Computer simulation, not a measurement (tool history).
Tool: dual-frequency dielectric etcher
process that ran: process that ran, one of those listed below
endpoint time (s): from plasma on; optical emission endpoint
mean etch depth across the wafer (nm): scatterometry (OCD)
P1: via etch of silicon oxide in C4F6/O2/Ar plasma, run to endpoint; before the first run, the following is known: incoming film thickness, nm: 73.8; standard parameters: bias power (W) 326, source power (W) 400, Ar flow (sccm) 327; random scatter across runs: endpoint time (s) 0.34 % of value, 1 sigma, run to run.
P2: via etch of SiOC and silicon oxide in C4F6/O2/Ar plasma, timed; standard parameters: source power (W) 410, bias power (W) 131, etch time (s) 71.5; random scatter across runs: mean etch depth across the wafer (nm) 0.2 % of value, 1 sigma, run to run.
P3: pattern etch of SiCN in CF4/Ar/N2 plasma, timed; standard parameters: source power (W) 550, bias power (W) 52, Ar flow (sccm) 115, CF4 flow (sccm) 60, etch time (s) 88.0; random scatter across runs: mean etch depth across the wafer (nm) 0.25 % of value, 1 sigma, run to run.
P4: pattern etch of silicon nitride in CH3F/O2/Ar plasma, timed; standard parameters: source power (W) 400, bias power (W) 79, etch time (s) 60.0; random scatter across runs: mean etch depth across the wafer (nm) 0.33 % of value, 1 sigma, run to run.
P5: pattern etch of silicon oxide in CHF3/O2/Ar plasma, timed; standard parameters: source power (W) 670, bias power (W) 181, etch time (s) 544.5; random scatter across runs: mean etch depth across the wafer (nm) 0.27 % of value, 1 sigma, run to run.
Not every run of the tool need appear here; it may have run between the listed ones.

run	day	process that ran	bias power (W)	source power (W)	Ar flow (sccm)	etch time (s)	CF4 flow (sccm)	hours since the last wet clean	hours since the last bias power generator calibration	hours since the last source power generator calibration	hours since the last Ar flow controller change	endpoint time (s)	mean etch depth across the wafer (nm)
1	0.150	P1	326	400	327			298.8	356.2	862.1	2978.9	19.034	
2	0.288	P1	326	400	327			302.1	359.5	865.4	2982.2	18.940	
3	0.442	P5	181	800		544.5		305.8	363.2	869.1	2985.9		1234.900
4	0.612	P5	247	670		544.5		309.9	367.3	873.2	2990.0		1283.400
5	0.788	P3	52	550	115	48.5	60	314.1	371.5	877.4	2994.2		42.642
6	0.929	P3	52	680	115	88.0	60	317.5	374.9	880.8	2997.6		93.400
7	1.217	P1	326	490	327			324.4	381.8	887.7	3004.5	17.513	
8	1.388	P1	260	400	327			328.5	385.9	891.8	3008.6	20.585	
9	1.671	P1	326	310	327			335.3	392.7	898.6	3015.4	20.907	
10	1.975	P5	181	670		809.0		342.6	400.0	905.9	3022.7		1715.000
11	2.292	P3	52	550	115	88.0	60	350.2	407.6	913.5	3030.3		77.409
12	2.475	P1	326	400	451			354.6	412.0	917.9	3034.7	19.636	
13	2.654	P3	36	550	115	88.0	60	358.9	416.3	922.2	3039.0		68.702
14	2.812	P4	79	560		60.0		362.7	420.1	926.0	3042.8		49.136
15	3.046	P1	431	400	327			368.3	425.7	931.6	3048.4	17.138	
16	3.200	P4	79	400		60.0		372.0	429.4	935.3	3052.1		43.273
17	3.346	P2	131	410		39.5		375.5	432.9	938.8	3055.6		39.836
18	3.600	P4	79	400		33.0		381.6	439.0	944.9	3061.7		23.804
19	3.875	P4	95	400		60.0		388.2	445.6	951.5	3068.3		45.866
20	4.158	P2	131	410		71.5		395.0	452.4	958.3	3075.1		72.180
21	4.467	P3	52	550	159	88.0	60	402.4	459.8	965.7	3082.5		72.578
22	4.638	P1	326	400	225			406.5	463.9	969.8	3086.6	18.156	
23	4.862	P1	406	400	424			411.9	469.3	975.2	3092.0	17.969	
24	5.008	P2	184	410		71.5		415.4	472.8	978.7	3095.5		80.220
25	5.188	P4	79	400		60.0		419.7	477.1	983.0	3099.8		43.306
26	5.462	P2	131	330		71.5		426.3	483.7	989.6	3106.4		66.241
27	5.658	P3	52	550	115	88.0	42	431.0	488.4	994.3	3111.1		72.142
28	5.896	P1	326	400	327			436.7	494.1	1000.0	3116.8	18.864	
29	6.058	P1	402	530	327			440.6	498.0	1003.9	3120.7	15.803	
30	6.362	P5	181	670		544.5		447.9	505.3	1011.2	3128.0		1151.600
31	6.579	P1	326	400	327			453.1	510.5	1016.4	3133.2	18.899	
32	6.729	P1	237	400	262			456.7	514.1	1020.0	3136.8	20.658	
33	6.921	P5	181	670		544.5		461.3	518.7	1024.6	3141.4		1151.800
34	7.167	P1	326	400	327			467.2	524.6	1030.5	3147.3	18.897	
35	7.354	P1	326	400	327			471.7	529.1	1035.0	3151.8	19.069	
36	7.575	P1	326	400	327			477.0	534.4	1040.3	3157.1	19.066	
37	7.838	P1	326	400	327			483.3	540.7	1046.6	3163.4	19.197	
# day 8.121: Ar flow controller replaced
38	8.121	P1	326	400	327			490.1	547.5	1053.4	0.0	19.123	
39	8.321	P1	326	400	327			494.9	552.3	1058.2	4.8	19.220	
40	8.488	P1	326	400	327			498.9	556.3	1062.2	8.8	19.271	
41	8.717	P1	326	400	327			504.4	561.8	1067.7	14.3	19.228	
# day 8.788: wet clean of the chamber
42	8.975	P1	326	400	327			4.5	568.0	1073.9	20.5	19.281	
43	9.129	P1	326	400	327			8.2	571.7	1077.6	24.2	19.177	
44	9.333	P1	326	400	327			13.1	576.6	1082.5	29.1	19.331	

Compared with where it was, what P1 gives has crept away. Each cause listed below fits the log as well as the rest, at the size given for it:
A: source power that arrives under what is set, % = 4.34
B: bias power that arrives under what is set, % = 4.69
The drift started at roughly day 7.167.
Every other cause this tool's parts could produce, and why it does not fit the log:
chamber walls in a state that lowers the etch rate, %: serviced after onset, at day 8.788, with no recovery of the prior output
Ar flow that arrives over what is set, %: serviced after onset, at day 8.121, with no recovery of the prior output

Consider the 4 single-wafer check runs listed below, results given as question marks: which one distinguishes between the causes by giving clearly different results for each?
check 1	9.538	P5	238	670		798.0							?
check 2	9.538	P2	181	410		71.5							?
check 3	9.538	P3	52	550	115	48.5	60						?
check 4	9.538	P4	79	540		34.5							?

Expected result of each check under each candidate cause:
check	result	if A	if B
check 1	mean etch depth across the wafer (nm)	1826.500	1826.300
check 2	mean etch depth across the wafer (nm)	78.512	78.654
check 3	mean etch depth across the wafer (nm)	40.863	41.823
check 4	mean etch depth across the wafer (nm)	27.370	27.384
Smallest distance between any two causes, each pair judged by its most separating result, in per cent: check 1 0.01 %; check 2 0.18 %; check 3 2.32 %; check 4 0.05 %
The causes can be told apart only by check 3. The other checks would give nearly the same results under each of them.

Check 3 has now been run. It gave: mean etch depth across the wafer (nm) 40.925. Which of the candidate causes is it?

The cause is A: source power that arrives under what is set, %.

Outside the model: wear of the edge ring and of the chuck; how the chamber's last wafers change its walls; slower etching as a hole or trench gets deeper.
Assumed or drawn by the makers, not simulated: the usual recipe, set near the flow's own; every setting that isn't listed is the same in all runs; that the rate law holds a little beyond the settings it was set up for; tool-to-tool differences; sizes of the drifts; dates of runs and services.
